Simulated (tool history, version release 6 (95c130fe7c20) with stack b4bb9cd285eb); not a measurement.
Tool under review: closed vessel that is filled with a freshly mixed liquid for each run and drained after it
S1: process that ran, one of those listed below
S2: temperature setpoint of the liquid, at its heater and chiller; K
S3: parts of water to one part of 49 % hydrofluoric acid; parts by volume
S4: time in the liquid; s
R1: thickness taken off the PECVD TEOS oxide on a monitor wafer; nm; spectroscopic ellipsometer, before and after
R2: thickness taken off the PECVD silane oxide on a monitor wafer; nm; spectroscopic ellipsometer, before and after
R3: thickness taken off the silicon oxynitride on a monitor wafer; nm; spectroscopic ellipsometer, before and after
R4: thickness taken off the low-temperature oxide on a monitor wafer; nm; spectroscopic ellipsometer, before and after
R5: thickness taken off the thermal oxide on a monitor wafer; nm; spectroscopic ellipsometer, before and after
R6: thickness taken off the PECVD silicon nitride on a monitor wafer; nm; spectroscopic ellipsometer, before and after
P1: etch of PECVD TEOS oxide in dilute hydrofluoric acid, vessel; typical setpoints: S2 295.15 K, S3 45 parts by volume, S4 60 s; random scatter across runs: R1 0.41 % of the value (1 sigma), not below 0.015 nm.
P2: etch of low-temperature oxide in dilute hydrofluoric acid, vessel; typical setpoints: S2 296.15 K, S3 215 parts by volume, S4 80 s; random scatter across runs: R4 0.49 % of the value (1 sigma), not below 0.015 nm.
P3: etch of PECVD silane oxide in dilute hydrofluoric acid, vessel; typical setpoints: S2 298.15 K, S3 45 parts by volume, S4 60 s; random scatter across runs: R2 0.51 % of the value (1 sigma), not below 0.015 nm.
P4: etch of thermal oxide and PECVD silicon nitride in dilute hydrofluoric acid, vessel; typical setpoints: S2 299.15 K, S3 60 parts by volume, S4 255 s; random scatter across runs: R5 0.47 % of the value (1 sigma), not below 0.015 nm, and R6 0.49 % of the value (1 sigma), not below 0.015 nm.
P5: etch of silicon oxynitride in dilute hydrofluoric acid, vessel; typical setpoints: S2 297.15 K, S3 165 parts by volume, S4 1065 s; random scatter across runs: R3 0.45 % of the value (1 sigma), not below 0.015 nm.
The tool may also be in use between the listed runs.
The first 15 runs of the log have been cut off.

run	hour	S1	S2	S3	S4	R1	R2	R3	R4	R5	R6
16	97.5	P1	290.15	45	60	17.0610					
17	104.5	P2	296.15	215	80				6.1822		
18	111.0	P1	295.15	75	60	12.2560					
19	118.4	P3	306.15	45	60		102.150				
20	126.3	P1	300.65	45	60	26.4780					
21	131.5	P5	297.15	165	125			3.0141			
22	139.1	P1	295.15	45	60	21.0470					
23	143.7	P4	299.15	110	255					12.315	15.230
24	149.4	P4	291.65	60	255					17.520	16.605
25	153.1	P2	296.15	215	80				6.1756		
26	156.7	P1	295.15	30	35	18.8010					
27	163.8	P1	295.15	20	60	49.4060					
28	168.4	P4	299.15	60	255					24.169	27.817

Run 29 is up next; what results do you expect?
29	172.0	P2	296.15	50	80				?		

{"run 29": {"R4": 32.09}}

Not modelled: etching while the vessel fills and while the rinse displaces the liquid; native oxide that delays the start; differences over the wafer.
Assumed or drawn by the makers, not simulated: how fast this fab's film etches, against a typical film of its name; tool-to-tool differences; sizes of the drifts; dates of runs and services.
